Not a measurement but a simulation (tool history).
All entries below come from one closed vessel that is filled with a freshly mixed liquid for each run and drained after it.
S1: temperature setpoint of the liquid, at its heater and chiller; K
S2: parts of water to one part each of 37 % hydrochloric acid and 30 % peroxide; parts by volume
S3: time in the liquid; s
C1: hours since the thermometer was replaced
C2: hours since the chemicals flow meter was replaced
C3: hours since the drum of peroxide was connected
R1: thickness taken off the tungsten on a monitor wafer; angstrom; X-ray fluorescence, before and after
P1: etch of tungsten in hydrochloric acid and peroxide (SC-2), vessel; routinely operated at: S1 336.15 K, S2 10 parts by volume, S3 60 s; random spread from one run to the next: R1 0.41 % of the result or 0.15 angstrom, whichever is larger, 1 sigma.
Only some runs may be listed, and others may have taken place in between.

{"run": 1, "day": 0.467, "S1": 336.15, "S2": 10, "S3": 60, "C1": 527.3, "C2": 1305.9, "C3": 780.1, "R1": 362.47}
{"run": 2, "day": 1.121, "S1": 319.65, "S2": 10, "S3": 60, "C1": 543, "C2": 1321.6, "C3": 795.8, "R1": 124.5}
{"run": 3, "day": 1.754, "S1": 344.15, "S2": 10, "S3": 30, "C1": 558.2, "C2": 1336.8, "C3": 811, "R1": 290.6}
{"run": 4, "day": 2.1, "S1": 336.15, "S2": 10, "S3": 60, "C1": 566.5, "C2": 1345.1, "C3": 819.3, "R1": 362.11}
{"run": 5, "day": 2.608, "S1": 345.15, "S2": 10, "S3": 30, "C1": 578.7, "C2": 1357.3, "C3": 831.5, "R1": 309.72}
{"run": 6, "day": 3.35, "S1": 336.15, "S2": 4, "S3": 60, "C1": 596.5, "C2": 1375.1, "C3": 849.3, "R1": 723.73}
{"run": 7, "day": 3.821, "S1": 336.15, "S2": 10, "S3": 60, "C1": 607.8, "C2": 1386.4, "C3": 860.6, "R1": 361.57}
{"run": 8, "day": 4.225, "S1": 336.15, "S2": 10, "S3": 115, "C1": 617.5, "C2": 1396.1, "C3": 870.3, "R1": 690.92}
{"run": 9, "day": 4.612, "S1": 336.15, "S2": 10, "S3": 60, "C1": 626.8, "C2": 1405.4, "C3": 879.6, "R1": 359.94}
{"run": 10, "day": 5.288, "S1": 345.15, "S2": 10, "S3": 60, "C1": 643, "C2": 1421.6, "C3": 895.8, "R1": 621.28}
{"run": 11, "day": 5.775, "S1": 336.15, "S2": 10, "S3": 60, "C1": 654.7, "C2": 1433.3, "C3": 907.5, "R1": 359.95}
{"run": 12, "day": 6.421, "S1": 336.15, "S2": 15.5, "S3": 60, "C1": 670.2, "C2": 1448.8, "C3": 923, "R1": 248.05}
{"run": 13, "day": 7.054, "S1": 336.15, "S2": 10, "S3": 30, "C1": 685.4, "C2": 1464, "C3": 938.2, "R1": 181}
{"run": 14, "day": 7.754, "S1": 336.15, "S2": 10, "S3": 60, "C1": 702.2, "C2": 1480.8, "C3": 955, "R1": 360.92}
{"run": 15, "day": 8.496, "S1": 336.15, "S2": 10, "S3": 60, "C1": 720, "C2": 1498.6, "C3": 972.8, "R1": 374.7}
{"run": 16, "day": 8.929, "S1": 336.15, "S2": 10, "S3": 60, "C1": 730.4, "C2": 1509, "C3": 983.2, "R1": 376.28}
{"run": 17, "day": 9.533, "S1": 336.15, "S2": 10, "S3": 60, "C1": 744.9, "C2": 1523.5, "C3": 997.7, "R1": 379.57}
{"run": 18, "day": 9.958, "S1": 336.15, "S2": 10, "S3": 60, "C1": 755.1, "C2": 1533.7, "C3": 1007.9, "R1": 383.81}
{"run": 19, "day": 10.708, "S1": 336.15, "S2": 10, "S3": 60, "C1": 773.1, "C2": 1551.7, "C3": 1025.9, "R1": 383.65}
{"run": 20, "day": 11.175, "S1": 336.15, "S2": 10, "S3": 60, "C1": 784.3, "C2": 1562.9, "C3": 1037.1, "R1": 387.05}
{"run": 21, "day": 11.792, "S1": 336.15, "S2": 10, "S3": 60, "C1": 799.1, "C2": 1577.7, "C3": 1051.9, "R1": 386.67}
{"run": 22, "day": 12.233, "S1": 336.15, "S2": 10, "S3": 60, "C1": 809.7, "C2": 1588.3, "C3": 1062.5, "R1": 389.7}
{"run": 23, "day": 12.812, "S1": 336.15, "S2": 10, "S3": 60, "C1": 823.6, "C2": 1602.2, "C3": 1076.4, "R1": 389.24}

The output of P1 has drifted from where it used to be. Each of the 2 causes below, taken at the size shown beside it, accounts for the log equally well:
A: liquid hotter than its thermometer reads (K) = 1.16
B: chemicals flow above the setpoint (%) = 8.99
At approximately day 7.754, the process output began to creep.
The rest of the possible causes, and what rules out each one:
peroxide weaker than its label (%): 8 at the very most, moving R1 by -7.4 %, which is either too weak or the wrong sign

Which of the 4 check runs listed below, each an average over 2 wafers with its results shown as question marks, gives clearly different results under the different listed causes?
{"run": "check 1", "day": 13.392, "S1": 336.15, "S2": 15, "S3": 30, "R1": "?"}
{"run": "check 2", "day": 13.392, "S1": 324.65, "S2": 10, "S3": 30, "R1": "?"}
{"run": "check 3", "day": 13.392, "S1": 322.15, "S2": 4, "S3": 60, "R1": "?"}
{"run": "check 4", "day": 13.392, "S1": 343.15, "S2": 10, "S3": 60, "R1": "?"}

What each check would give under each cause:
check=check_1 result=R1 if_A=136.77 if_B=137.36
check=check_2 result=R1 if_A=93.504 if_B=93.026
check=check_3 result=R1 if_A=317.05 if_B=310.47
check=check_4 result=R1 if_A=589.58 if_B=591.27
Per check, the gap between the least separated pair of causes, taken in the result that splits them most: check 1 0.43 %; check 2 0.51 %; check 3 2.1 %; check 4 0.29 %
Check 3 is the one run that separates the causes; every other check would come out nearly the same whichever cause is at work.

Check 3 was carried out, with these results: R1 310.78 angstrom. Which of the listed causes is responsible?

It is B: chemicals flow above the setpoint (%).
